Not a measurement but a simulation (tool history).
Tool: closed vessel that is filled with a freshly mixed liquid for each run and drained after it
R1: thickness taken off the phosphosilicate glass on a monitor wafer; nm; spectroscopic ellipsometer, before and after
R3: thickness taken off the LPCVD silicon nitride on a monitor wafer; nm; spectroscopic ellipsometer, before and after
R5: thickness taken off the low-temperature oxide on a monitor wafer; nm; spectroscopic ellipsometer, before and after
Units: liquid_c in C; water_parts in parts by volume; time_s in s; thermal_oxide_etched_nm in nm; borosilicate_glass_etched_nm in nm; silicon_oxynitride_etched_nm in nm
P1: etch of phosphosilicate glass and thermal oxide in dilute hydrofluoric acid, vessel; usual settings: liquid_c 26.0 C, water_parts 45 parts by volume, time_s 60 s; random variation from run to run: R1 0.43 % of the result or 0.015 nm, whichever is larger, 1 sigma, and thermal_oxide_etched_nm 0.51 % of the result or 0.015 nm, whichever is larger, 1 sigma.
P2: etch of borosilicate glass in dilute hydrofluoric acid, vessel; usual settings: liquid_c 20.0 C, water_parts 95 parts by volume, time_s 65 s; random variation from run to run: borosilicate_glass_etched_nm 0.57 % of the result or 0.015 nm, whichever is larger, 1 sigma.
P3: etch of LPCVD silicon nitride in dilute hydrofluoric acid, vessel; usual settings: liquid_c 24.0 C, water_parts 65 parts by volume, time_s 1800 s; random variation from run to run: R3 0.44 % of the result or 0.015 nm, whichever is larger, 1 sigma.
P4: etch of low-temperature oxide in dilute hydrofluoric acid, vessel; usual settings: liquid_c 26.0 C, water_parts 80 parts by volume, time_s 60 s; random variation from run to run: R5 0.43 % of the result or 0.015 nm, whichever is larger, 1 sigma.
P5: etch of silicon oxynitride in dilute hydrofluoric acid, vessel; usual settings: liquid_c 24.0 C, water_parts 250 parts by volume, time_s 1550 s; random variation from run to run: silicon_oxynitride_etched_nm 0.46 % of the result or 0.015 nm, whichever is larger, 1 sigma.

run 1 hour=11.7 | process=P1 liquid_c=26.0 water_parts=45 time_s=60 | R1=141.410 thermal_oxide_etched_nm=7.3828
run 2 hour=22.3 | process=P3 liquid_c=24.0 water_parts=65 time_s=3500 | R3=28.156
run 3 hour=30.4 | process=P2 liquid_c=24.5 water_parts=95 time_s=65 | borosilicate_glass_etched_nm=17.6930
run 4 hour=37.7 | process=P1 liquid_c=26.0 water_parts=45 time_s=30 | R1=70.698 thermal_oxide_etched_nm=3.6571
run 5 hour=47.9 | process=P1 liquid_c=26.0 water_parts=45 time_s=60 | R1=141.180 thermal_oxide_etched_nm=7.3283
run 6 hour=58.9 | process=P1 liquid_c=26.0 water_parts=45 time_s=60 | R1=141.560 thermal_oxide_etched_nm=7.3531
run 7 hour=73.6 | process=P1 liquid_c=26.0 water_parts=45 time_s=60 | R1=141.190 thermal_oxide_etched_nm=7.3020
run 8 hour=85.6 | process=P4 liquid_c=26.0 water_parts=80 time_s=30 | R5=8.6426
run 9 hour=94.0 | process=P1 liquid_c=26.0 water_parts=45 time_s=85 | R1=199.640 thermal_oxide_etched_nm=10.3240
run 10 hour=108.1 | process=P1 liquid_c=32.0 water_parts=25 time_s=60 | R1=334.220 thermal_oxide_etched_nm=17.2010
run 11 hour=119.5 | process=P1 liquid_c=26.0 water_parts=45 time_s=60 | R1=142.260 thermal_oxide_etched_nm=7.3095
run 12 hour=133.8 | process=P3 liquid_c=24.0 water_parts=65 time_s=1800 | R3=14.494
run 13 hour=141.1 | process=P5 liquid_c=24.0 water_parts=250 time_s=2425 | silicon_oxynitride_etched_nm=12.3580
run 14 hour=151.1 | process=P1 liquid_c=26.0 water_parts=45 time_s=60 | R1=142.360 thermal_oxide_etched_nm=7.4002
run 15 hour=158.9 | process=P2 liquid_c=20.0 water_parts=95 time_s=120 | borosilicate_glass_etched_nm=27.1410
run 16 hour=166.6 | process=P2 liquid_c=20.0 water_parts=95 time_s=65 | borosilicate_glass_etched_nm=14.7620
run 17 hour=180.2 | process=P1 liquid_c=21.5 water_parts=45 time_s=105 | R1=206.360 thermal_oxide_etched_nm=10.6030
run 18 hour=189.6 | process=P2 liquid_c=20.0 water_parts=95 time_s=65 | borosilicate_glass_etched_nm=14.6570
run 19 hour=204.1 | process=P4 liquid_c=19.5 water_parts=80 time_s=60 | R5=13.3110
run 20 hour=211.1 | process=P4 liquid_c=26.0 water_parts=40 time_s=60 | R5=36.5450
run 21 hour=220.7 | process=P5 liquid_c=17.0 water_parts=250 time_s=1550 | silicon_oxynitride_etched_nm=5.8402
run 22 hour=230.0 | process=P1 liquid_c=26.0 water_parts=45 time_s=60 | R1=142.370 thermal_oxide_etched_nm=7.3337
run 23 hour=242.6 | process=P3 liquid_c=24.0 water_parts=90 time_s=1800 | R3=10.418
run 24 hour=252.2 | process=P1 liquid_c=26.0 water_parts=75 time_s=60 | R1=81.267 thermal_oxide_etched_nm=4.1923
run 25 hour=263.6 | process=P3 liquid_c=19.0 water_parts=65 time_s=1800 | R3=10.208
run 26 hour=272.5 | process=P5 liquid_c=24.0 water_parts=250 time_s=1550 | silicon_oxynitride_etched_nm=7.9584
run 27 hour=281.1 | process=P5 liquid_c=24.0 water_parts=65 time_s=1550 | silicon_oxynitride_etched_nm=35.2240
run 28 hour=288.2 | process=P2 liquid_c=20.0 water_parts=165 time_s=65 | borosilicate_glass_etched_nm=7.9088
run 29 hour=301.4 | process=P1 liquid_c=31.0 water_parts=45 time_s=60 | R1=174.060 thermal_oxide_etched_nm=8.8812
run 30 hour=314.4 | process=P1 liquid_c=22.0 water_parts=45 time_s=60 | R1=121.170 thermal_oxide_etched_nm=6.2173
run 31 hour=321.4 | process=P1 liquid_c=26.0 water_parts=25 time_s=60 | R1=262.480 thermal_oxide_etched_nm=13.5070
run 32 hour=331.1 | process=P4 liquid_c=26.0 water_parts=80 time_s=60 | R5=17.2290
run 33 hour=337.9 | process=P1 liquid_c=26.0 water_parts=45 time_s=60 | R1=141.940 thermal_oxide_etched_nm=7.3252
run 34 hour=351.6 | process=P1 liquid_c=26.0 water_parts=45 time_s=60 | R1=147.800 thermal_oxide_etched_nm=7.5780
run 35 hour=365.2 | process=P1 liquid_c=26.0 water_parts=45 time_s=60 | R1=149.590 thermal_oxide_etched_nm=7.7967
run 36 hour=376.4 | process=P1 liquid_c=26.0 water_parts=45 time_s=60 | R1=151.310 thermal_oxide_etched_nm=7.8775
run 37 hour=383.5 | process=P1 liquid_c=26.0 water_parts=45 time_s=60 | R1=152.280 thermal_oxide_etched_nm=7.8424
run 38 hour=393.9 | process=P1 liquid_c=26.0 water_parts=45 time_s=60 | R1=152.590 thermal_oxide_etched_nm=7.8488
run 39 hour=407.7 | process=P1 liquid_c=26.0 water_parts=45 time_s=60 | R1=152.890 thermal_oxide_etched_nm=7.8868
run 40 hour=420.7 | process=P1 liquid_c=26.0 water_parts=45 time_s=60 | R1=152.810 thermal_oxide_etched_nm=7.8796

What P1 gives has crept away from where it was. These 2 causes fit the log equally well, each at the size given:
A: hydrofluoric acid flow above the setpoint (%) = 7.18
B: liquid hotter than its thermometer reads (K) = 1.83
The creep began at about hour 337.9.

4 check runs are offered, one wafer each, their results left as question marks. Which one tells the causes apart?
run check 1 hour=433.7 | process=P4 liquid_c=20.5 water_parts=80 time_s=35 | R5=?
run check 2 hour=433.7 | process=P3 liquid_c=24.0 water_parts=65 time_s=3370 | R3=?
run check 3 hour=433.7 | process=P5 liquid_c=17.0 water_parts=250 time_s=1550 | silicon_oxynitride_etched_nm=?
run check 4 hour=433.7 | process=P2 liquid_c=20.0 water_parts=165 time_s=110 | borosilicate_glass_etched_nm=?

What each check would give under each cause:
check=check_1 result=R5 if_A=8.7122 if_B=8.7088
check=check_2 result=R3 if_A=28.839 if_B=30.428
check=check_3 result=silicon_oxynitride_etched_nm if_A=6.2552 if_B=6.2931
check=check_4 result=borosilicate_glass_etched_nm if_A=14.4910 if_B=14.3580
How far apart the two closest causes lie, in the result that separates them most: check 1 0.04 %; check 2 5.36 %; check 3 0.6 %; check 4 0.92 %
Only check 2 tells the causes apart: in the others they would give nearly the same result.

Then check 2 was run and gave: R3 30.540 nm. Which cause is it?

It is B: liquid hotter than its thermometer reads (K).
